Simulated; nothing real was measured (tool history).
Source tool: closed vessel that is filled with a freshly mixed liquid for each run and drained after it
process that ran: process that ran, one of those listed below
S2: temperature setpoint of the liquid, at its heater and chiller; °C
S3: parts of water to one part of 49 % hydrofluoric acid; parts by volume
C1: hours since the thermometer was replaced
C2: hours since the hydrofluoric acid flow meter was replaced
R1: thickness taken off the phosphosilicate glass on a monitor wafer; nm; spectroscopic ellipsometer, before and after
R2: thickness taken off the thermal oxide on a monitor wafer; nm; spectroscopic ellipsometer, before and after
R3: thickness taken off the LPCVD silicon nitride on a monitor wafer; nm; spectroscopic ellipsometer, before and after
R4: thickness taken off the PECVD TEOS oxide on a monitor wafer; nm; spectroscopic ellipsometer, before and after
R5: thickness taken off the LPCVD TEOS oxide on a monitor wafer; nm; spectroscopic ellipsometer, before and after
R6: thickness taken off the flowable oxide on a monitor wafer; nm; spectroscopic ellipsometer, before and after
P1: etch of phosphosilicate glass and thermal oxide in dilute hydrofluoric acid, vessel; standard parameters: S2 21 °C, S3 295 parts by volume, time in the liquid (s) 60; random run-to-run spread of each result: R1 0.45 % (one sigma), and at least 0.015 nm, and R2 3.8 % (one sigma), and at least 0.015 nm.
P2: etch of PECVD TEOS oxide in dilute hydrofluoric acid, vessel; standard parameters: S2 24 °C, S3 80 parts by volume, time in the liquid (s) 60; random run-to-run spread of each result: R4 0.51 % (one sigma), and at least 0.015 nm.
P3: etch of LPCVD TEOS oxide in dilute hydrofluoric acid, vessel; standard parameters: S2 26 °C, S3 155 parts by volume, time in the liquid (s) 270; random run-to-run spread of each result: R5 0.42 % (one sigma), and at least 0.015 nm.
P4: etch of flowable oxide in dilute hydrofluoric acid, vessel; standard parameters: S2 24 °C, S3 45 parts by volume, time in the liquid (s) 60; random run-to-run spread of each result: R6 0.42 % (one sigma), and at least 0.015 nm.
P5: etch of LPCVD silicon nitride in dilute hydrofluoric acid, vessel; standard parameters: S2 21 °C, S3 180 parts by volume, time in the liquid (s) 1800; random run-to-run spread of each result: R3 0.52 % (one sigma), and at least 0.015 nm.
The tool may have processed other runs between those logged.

Run 1, hour 10.1: process that ran P1, S2 21 °C, S3 295 parts by volume, time in the liquid (s) 60; C1 294.1; C2 702.2. Result: R1 11.436 nm, R2 0.6951 nm.
Run 2, hour 21.3: process that ran P1, S2 21 °C, S3 295 parts by volume, time in the liquid (s) 60; C1 305.3; C2 713.4. Result: R1 11.397 nm, R2 0.71163 nm.
Run 3, hour 33.7: process that ran P5, S2 21 °C, S3 35 parts by volume, time in the liquid (s) 1800; C1 317.7; C2 725.8. Result: R3 21.079 nm.
Run 4, hour 40.8: process that ran P2, S2 24 °C, S3 145 parts by volume, time in the liquid (s) 60; C1 324.8; C2 732.9. Result: R4 8.8685 nm.
At hour 42.5: hydrofluoric acid flow meter replaced.
Run 5, hour 52.7: process that ran P2, S2 24 °C, S3 80 parts by volume, time in the liquid (s) 110; C1 336.7; C2 10.2. Result: R4 31.776 nm.
Run 6, hour 61.2: process that ran P3, S2 26 °C, S3 275 parts by volume, time in the liquid (s) 270; C1 345.2; C2 18.7. Result: R5 16.357 nm.
Run 7, hour 67.7: process that ran P3, S2 33 °C, S3 155 parts by volume, time in the liquid (s) 270; C1 351.7; C2 25.2. Result: R5 42.512 nm.
Run 8, hour 74.1: process that ran P5, S2 21 °C, S3 180 parts by volume, time in the liquid (s) 1800; C1 358.1; C2 31.6. Result: R3 4.3103 nm.
Run 9, hour 85.9: process that ran P3, S2 26 °C, S3 155 parts by volume, time in the liquid (s) 270; C1 369.9; C2 43.4. Result: R5 33.039 nm.
Run 10, hour 97.3: process that ran P3, S2 26 °C, S3 155 parts by volume, time in the liquid (s) 270; C1 381.3; C2 54.8. Result: R5 32.836 nm.
Run 11, hour 106.4: process that ran P1, S2 21 °C, S3 295 parts by volume, time in the liquid (s) 60; C1 390.4; C2 63.9. Result: R1 11.389 nm, R2 0.74325 nm.
Run 12, hour 114.8: process that ran P1, S2 21 °C, S3 295 parts by volume, time in the liquid (s) 60; C1 398.8; C2 72.3. Result: R1 11.489 nm, R2 0.70383 nm.
Run 13, hour 120.8: process that ran P1, S2 27 °C, S3 495 parts by volume, time in the liquid (s) 60; C1 404.8; C2 78.3. Result: R1 6.92 nm, R2 0.45005 nm.
Run 14, hour 129.3: process that ran P1, S2 17 °C, S3 295 parts by volume, time in the liquid (s) 35; C1 413.3; C2 86.8. Result: R1 5.7461 nm, R2 0.35958 nm.
Run 15, hour 141.4: process that ran P1, S2 21 °C, S3 85 parts by volume, time in the liquid (s) 60; C1 425.4; C2 98.9. Result: R1 49.38 nm, R2 3.2884 nm.
Run 16, hour 149.2: process that ran P1, S2 21 °C, S3 295 parts by volume, time in the liquid (s) 60; C1 433.2; C2 106.7. Result: R1 11.486 nm, R2 0.71336 nm.
Run 17, hour 159.9: process that ran P2, S2 24 °C, S3 80 parts by volume, time in the liquid (s) 60; C1 443.9; C2 117.4. Result: R4 17.275 nm.
Run 18, hour 169.9: process that ran P4, S2 32 °C, S3 45 parts by volume, time in the liquid (s) 60; C1 453.9; C2 127.4. Result: R6 51.022 nm.
Run 19, hour 181.4: process that ran P5, S2 21 °C, S3 180 parts by volume, time in the liquid (s) 175; C1 465.4; C2 138.9. Result: R3 0.41307 nm.
Run 20, hour 187.6: process that ran P1, S2 21 °C, S3 295 parts by volume, time in the liquid (s) 60; C1 471.6; C2 145.1. Result: R1 11.413 nm, R2 0.74729 nm.
At hour 193.6: thermometer replaced.
Run 21, hour 195.6: process that ran P1, S2 29 °C, S3 295 parts by volume, time in the liquid (s) 60; C1 2; C2 153.1. Result: R1 15.122 nm, R2 0.96735 nm.
Run 22, hour 207.7: process that ran P4, S2 24 °C, S3 80 parts by volume, time in the liquid (s) 60; C1 14.1; C2 165.2. Result: R6 19.883 nm.
Run 23, hour 217: process that ran P5, S2 21 °C, S3 180 parts by volume, time in the liquid (s) 1800; C1 23.4; C2 174.5. Result: R3 4.2941 nm.
Run 24, hour 222.4: process that ran P1, S2 21 °C, S3 295 parts by volume, time in the liquid (s) 100; C1 28.8; C2 179.9. Result: R1 18.978 nm, R2 1.146 nm.
Run 25, hour 230.6: process that ran P5, S2 25 °C, S3 180 parts by volume, time in the liquid (s) 1800; C1 37; C2 188.1. Result: R3 5.536 nm.

Estimate the outcome of run 26 from the log above:
Run 26, hour 236.4: process that ran P2, S2 30.5 °C, S3 80 parts by volume, time in the liquid (s) 60; C1 42.8; C2 193.9. Result: R4 ?.

Run 26 gave R4 22.262 nm.

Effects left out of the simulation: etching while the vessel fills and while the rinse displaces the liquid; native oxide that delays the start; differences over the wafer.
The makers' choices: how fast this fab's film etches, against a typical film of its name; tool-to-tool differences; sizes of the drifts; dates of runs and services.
